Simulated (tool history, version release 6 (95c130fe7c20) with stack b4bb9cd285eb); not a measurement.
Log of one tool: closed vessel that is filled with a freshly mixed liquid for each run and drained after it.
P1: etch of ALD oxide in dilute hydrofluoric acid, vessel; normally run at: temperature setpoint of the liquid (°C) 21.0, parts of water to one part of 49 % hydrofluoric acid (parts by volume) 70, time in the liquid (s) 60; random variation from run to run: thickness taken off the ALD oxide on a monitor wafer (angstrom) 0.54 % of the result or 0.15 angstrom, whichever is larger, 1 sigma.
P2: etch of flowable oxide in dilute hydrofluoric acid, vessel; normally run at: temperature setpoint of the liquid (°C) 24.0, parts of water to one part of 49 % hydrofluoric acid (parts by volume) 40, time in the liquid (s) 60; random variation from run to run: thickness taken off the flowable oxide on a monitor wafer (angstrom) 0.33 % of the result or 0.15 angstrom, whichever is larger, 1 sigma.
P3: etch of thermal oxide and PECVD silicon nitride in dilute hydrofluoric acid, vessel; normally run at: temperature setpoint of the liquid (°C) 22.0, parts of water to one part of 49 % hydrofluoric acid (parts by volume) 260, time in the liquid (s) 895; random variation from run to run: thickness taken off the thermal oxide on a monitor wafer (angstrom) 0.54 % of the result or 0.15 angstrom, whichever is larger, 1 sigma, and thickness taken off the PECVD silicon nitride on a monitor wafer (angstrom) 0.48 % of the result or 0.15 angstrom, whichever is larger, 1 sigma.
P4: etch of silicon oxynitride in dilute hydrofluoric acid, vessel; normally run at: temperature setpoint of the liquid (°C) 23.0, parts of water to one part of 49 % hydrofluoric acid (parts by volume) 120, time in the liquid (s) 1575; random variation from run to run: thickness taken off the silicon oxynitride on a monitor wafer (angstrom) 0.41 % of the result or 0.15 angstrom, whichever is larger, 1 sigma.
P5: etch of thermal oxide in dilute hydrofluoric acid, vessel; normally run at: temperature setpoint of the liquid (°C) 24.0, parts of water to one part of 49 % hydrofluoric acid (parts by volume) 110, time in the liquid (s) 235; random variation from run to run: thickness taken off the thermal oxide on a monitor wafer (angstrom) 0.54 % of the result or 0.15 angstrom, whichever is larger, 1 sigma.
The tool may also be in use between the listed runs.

| run | hour | process that ran | temperature setpoint of the liquid (°C) | parts of water to one part of 49 % hydrofluoric acid (parts by volume) | time in the liquid (s) | thickness taken off the ALD oxide on a monitor wafer (angstrom) | thickness taken off the flowable oxide on a monitor wafer (angstrom) | thickness taken off the thermal oxide on a monitor wafer (angstrom) | thickness taken off the silicon oxynitride on a monitor wafer (angstrom) | thickness taken off the PECVD silicon nitride on a monitor wafer (angstrom) |
|---|---|---|---|---|---|---|---|---|---|---|
| 1 | 5.4 | P1 | 21.0 | 70 | 60 | 79.658 |  |  |  |  |
| 2 | 13.8 | P1 | 21.0 | 115 | 60 | 45.412 |  |  |  |  |
| 3 | 21.3 | P2 | 31.5 | 40 | 60 |  | 961.51 |  |  |  |
| 4 | 27.2 | P1 | 26.5 | 70 | 60 | 100.360 |  |  |  |  |
| 5 | 34.0 | P5 | 24.0 | 110 | 30 |  |  | 12.034 |  |  |
| 6 | 44.3 | P4 | 23.0 | 120 | 1575 |  |  |  | 575.840 |  |
| 7 | 51.7 | P3 | 22.0 | 405 | 895 |  |  | 70.102 |  | 45.238 |
| 8 | 56.8 | P5 | 24.0 | 170 | 235 |  |  | 56.909 |  |  |
| 9 | 62.3 | P3 | 22.0 | 260 | 895 |  |  | 123.340 |  | 69.633 |
| 10 | 69.9 | P1 | 21.0 | 70 | 95 | 124.960 |  |  |  |  |
| 11 | 75.9 | P1 | 21.0 | 70 | 60 | 79.830 |  |  |  |  |
| 12 | 86.8 | P1 | 28.5 | 45 | 60 | 174.810 |  |  |  |  |
| 13 | 93.4 | P4 | 23.0 | 120 | 1575 |  |  |  | 580.650 |  |
| 14 | 102.7 | P1 | 21.0 | 70 | 60 | 79.428 |  |  |  |  |
| 15 | 108.4 | P5 | 24.0 | 110 | 235 |  |  | 94.444 |  |  |
| 16 | 117.6 | P3 | 22.0 | 260 | 895 |  |  | 124.310 |  | 69.274 |
| 17 | 128.6 | P2 | 24.0 | 40 | 60 |  | 707.57 |  |  |  |
| 18 | 138.0 | P5 | 18.0 | 110 | 235 |  |  | 73.674 |  |  |
| 19 | 149.3 | P2 | 24.0 | 65 | 60 |  | 421.74 |  |  |  |
| 20 | 158.5 | P1 | 17.0 | 70 | 115 | 128.250 |  |  |  |  |
| 21 | 165.8 | P1 | 21.0 | 70 | 30 | 39.473 |  |  |  |  |
| 22 | 174.1 | P4 | 17.0 | 120 | 1575 |  |  |  | 432.650 |  |
| 23 | 185.2 | P4 | 23.0 | 210 | 1575 |  |  |  | 310.480 |  |
| 24 | 194.2 | P4 | 23.0 | 120 | 260 |  |  |  | 95.557 |  |
| 25 | 205.5 | P3 | 22.0 | 260 | 355 |  |  | 48.761 |  | 27.444 |
| 26 | 212.4 | P1 | 21.0 | 35 | 60 | 166.530 |  |  |  |  |
| 27 | 220.3 | P1 | 17.0 | 70 | 60 | 66.838 |  |  |  |  |
| 28 | 229.3 | P1 | 21.0 | 70 | 60 | 79.215 |  |  |  |  |
| 29 | 236.4 | P3 | 30.0 | 260 | 895 |  |  | 163.310 |  | 113.070 |
| 30 | 246.1 | P2 | 24.0 | 40 | 95 |  | 1123.90 |  |  |  |
| 31 | 254.0 | P1 | 21.0 | 70 | 60 | 78.945 |  |  |  |  |
| 32 | 262.4 | P1 | 21.0 | 70 | 60 | 79.694 |  |  |  |  |
| 33 | 267.9 | P5 | 24.0 | 110 | 235 |  |  | 94.586 |  |  |
| 34 | 273.9 | P1 | 21.0 | 70 | 60 | 79.383 |  |  |  |  |
| 35 | 278.9 | P1 | 21.0 | 70 | 60 | 80.877 |  |  |  |  |
| 36 | 288.2 | P1 | 21.0 | 70 | 60 | 84.145 |  |  |  |  |
| 37 | 296.2 | P1 | 21.0 | 70 | 60 | 85.085 |  |  |  |  |
| 38 | 305.6 | P1 | 21.0 | 70 | 60 | 84.694 |  |  |  |  |
| 39 | 316.6 | P1 | 21.0 | 70 | 60 | 86.759 |  |  |  |  |
| 40 | 326.0 | P1 | 21.0 | 70 | 60 | 87.382 |  |  |  |  |
| 41 | 334.8 | P1 | 21.0 | 70 | 60 | 86.859 |  |  |  |  |
| 42 | 340.1 | P1 | 21.0 | 70 | 60 | 87.145 |  |  |  |  |
| 43 | 347.0 | P1 | 21.0 | 70 | 60 | 86.837 |  |  |  |  |
| 44 | 355.5 | P1 | 21.0 | 70 | 60 | 88.044 |  |  |  |  |
| 45 | 366.3 | P1 | 21.0 | 70 | 60 | 87.554 |  |  |  |  |

What P1 gives has crept away from where it was. These 2 causes fit the log equally well, each at the size given:
A: liquid hotter than its thermometer reads (K) = 2.37
B: hydrofluoric acid flow above the setpoint (%) = 9.42
The creep began at about hour 273.9.

4 check runs are offered, one wafer each, their results left as question marks. Which one tells the causes apart?
| check 1 | 377.1 | P3 | 28.5 | 260 | 895 |  |  | ? |  | ? |
| check 2 | 377.1 | P4 | 23.0 | 170 | 490 |  |  |  | ? |  |
| check 3 | 377.1 | P5 | 18.0 | 110 | 235 |  |  | ? |  |  |
| check 4 | 377.1 | P2 | 31.0 | 40 | 60 |  | ? |  |  |  |

What each check would give under each cause:
| check | result | if A | if B |
|---|---|---|---|
| check 1 | thickness taken off the thermal oxide on a monitor wafer (angstrom) | 168.060 | 174.300 |
| check 1 | thickness taken off the PECVD silicon nitride on a monitor wafer (angstrom) | 118.620 | 113.150 |
| check 2 | thickness taken off the silicon oxynitride on a monitor wafer (angstrom) | 136.360 | 135.520 |
| check 3 | thickness taken off the thermal oxide on a monitor wafer (angstrom) | 81.405 | 81.616 |
| check 4 | thickness taken off the flowable oxide on a monitor wafer (angstrom) | 1034.20 | 1037.40 |
How far apart the two closest causes lie, in the result that separates them most: check 1 4.72 %; check 2 0.62 %; check 3 0.26 %; check 4 0.31 %
Only check 1 tells the causes apart: in the others they would give nearly the same result.

Then check 1 was run and gave: thickness taken off the thermal oxide on a monitor wafer (angstrom) 174.090; thickness taken off the PECVD silicon nitride on a monitor wafer (angstrom) 112.030. Which cause is it?

It is B: hydrofluoric acid flow above the setpoint (%).
